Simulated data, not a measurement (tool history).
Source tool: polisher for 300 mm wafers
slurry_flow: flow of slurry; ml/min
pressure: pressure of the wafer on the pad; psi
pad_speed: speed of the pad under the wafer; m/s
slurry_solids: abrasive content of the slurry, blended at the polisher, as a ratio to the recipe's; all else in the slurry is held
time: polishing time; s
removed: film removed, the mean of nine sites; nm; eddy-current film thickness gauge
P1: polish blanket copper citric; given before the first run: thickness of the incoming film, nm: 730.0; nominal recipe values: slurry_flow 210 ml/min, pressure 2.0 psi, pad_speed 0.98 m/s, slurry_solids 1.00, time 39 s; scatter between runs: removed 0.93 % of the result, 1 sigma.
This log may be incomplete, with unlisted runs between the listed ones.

run   hour  slurry_flow  pressure  pad_speed  slurry_solids  time  wafers polished on this pad  hours since the slurry nozzle was cleaned  hours since the head pressure was calibrated  hours since the slurry blender was calibrated  removed
  1    6.6          210       2.0       0.98           1.00    39                          260                                      251.5                                         311.4                                          304.1   63.667
  2   14.7          210       2.0       0.98           1.25    54                          315                                      259.6                                         319.5                                          312.2   94.013
  3   25.1          210       2.0       0.98           1.00    22                          386                                      270.0                                         329.9                                          322.6   36.614
  4   35.7          210       2.0       0.98           1.00    39                          458                                      280.6                                         340.5                                          333.2   65.041
  5   46.4          210       2.9       0.98           1.00    39                          531                                      291.3                                         351.2                                          343.9   93.379
  6   51.9          210       2.0       0.98           1.00    39                          568                                      296.8                                         356.7                                          349.4   64.957
  7   62.7          210       2.0       1.52           1.00    39                          641                                      307.6                                         367.5                                          360.2   99.004
  8   74.0          210       1.0       0.98           1.00    39                          718                                      318.9                                         378.8                                          371.5   33.879
  9   80.8          270       2.0       0.98           1.00    39                          765                                      325.7                                         385.6                                          378.3   66.193
 10   92.6          210       2.0       0.98           1.40    39                          845                                      337.5                                         397.4                                          390.1   70.102
 11  100.0          125       2.0       0.98           1.00    39                          895                                      344.9                                         404.8                                          397.5   58.758
 12  111.3          210       2.0       0.98           1.00    39                          972                                      356.2                                         416.1                                          408.8   65.114
 13  123.0          210       2.0       0.98           1.00    55                         1052                                      367.9                                         427.8                                          420.5   91.274
 14  130.5          210       2.0       0.44           1.00    39                         1103                                      375.4                                         435.3                                          428.0   29.574
     135.9  -- slurry blender recalibrated
 15  138.8          210       2.0       0.98           0.75    39                         1160                                      383.7                                         443.6                                            2.9   60.320
 16  146.2          210       0.9       1.52           1.00    39                         1210                                      391.1                                         451.0                                           10.3   45.609
 17  155.7          210       2.0       0.98           1.00    39                         1275                                      400.6                                         460.5                                           19.8   64.677
 18  162.6          210       2.0       0.98           1.00    39                         1322                                      407.5                                         467.4                                           26.7   63.279
 19  170.3          210       2.0       0.98           1.00    39                         1374                                      415.2                                         475.1                                           34.4   62.974
 20  177.6          210       2.0       0.98           1.00    39                         1424                                      422.5                                         482.4                                           41.7   61.929
 21  185.3          210       2.0       0.98           1.00    39                         1476                                      430.2                                         490.1                                           49.4   61.454
     189.2  -- slurry blender recalibrated
     190.7  -- worn pad replaced by a new one
 22  192.3          210       2.0       0.98           1.00    39                           11                                      437.2                                         497.1                                            3.1   60.999
 23  199.1          210       2.0       0.98           1.00    39                           57                                      444.0                                         503.9                                            9.9   61.717
 24  204.9          210       2.0       0.98           1.00    39                           96                                      449.8                                         509.7                                           15.7   60.419
 25  211.7          210       2.0       0.98           1.00    39                          143                                      456.6                                         516.5                                           22.5   61.244
 26  223.3          210       2.0       0.98           1.00    39                          222                                      468.2                                         528.1                                           34.1   60.498
 27  233.8          210       2.0       0.98           1.00    39                          293                                      478.7                                         538.6                                           44.6   60.806

P1 no longer gives what it gave before; its output has crept away from where it was. The following 2 causes, each at its listed size, fit the log equally well:
A: slurry flow missing at the pad, % = 31.8
B: head's pressure below its setpoint, % = 5.82
The gradual shift began around hour 155.7.
Each remaining cause and why it is not a fit:
removal rate lost through wear of the pad, %: serviced at hour 190.7, after the change had begun; the process did not return to its earlier output
abrasive missing from the slurry, %: serviced at hour 189.2, after the change had begun; the process did not return to its earlier output

Which of the 4 check runs listed below, each an average over 5 wafers with its results shown as question marks, gives clearly different results under the different listed causes?
check 1  244.3          210       1.4       0.98           1.30    39                                                                                                                                                                             ?
check 2  244.3          125       2.0       0.44           1.00    39                                                                                                                                                                             ?
check 3  244.3          210       2.0       1.40           1.00    39                                                                                                                                                                             ?
check 4  244.3          210       2.0       1.50           1.00    39                                                                                                                                                                             ?

Outcome of each check run for each possible cause:
  check   result    if A    if B
check 1  removed  45.826  45.871
check 2  removed  25.358  26.329
check 3  removed  86.028  85.979
check 4  removed  92.015  91.953
Distance between the nearest two causes, measured in the result of the check that separates them most: check 1 0.1 %; check 2 3.75 %; check 3 0.06 %; check 4 0.07 %
Check 2 tells the causes apart: in the others they would give nearly the same result.

Check 2 has now been run. It gave: removed 26.282 nm. Which of the candidate causes is it?

B is the cause: head's pressure below its setpoint, %.

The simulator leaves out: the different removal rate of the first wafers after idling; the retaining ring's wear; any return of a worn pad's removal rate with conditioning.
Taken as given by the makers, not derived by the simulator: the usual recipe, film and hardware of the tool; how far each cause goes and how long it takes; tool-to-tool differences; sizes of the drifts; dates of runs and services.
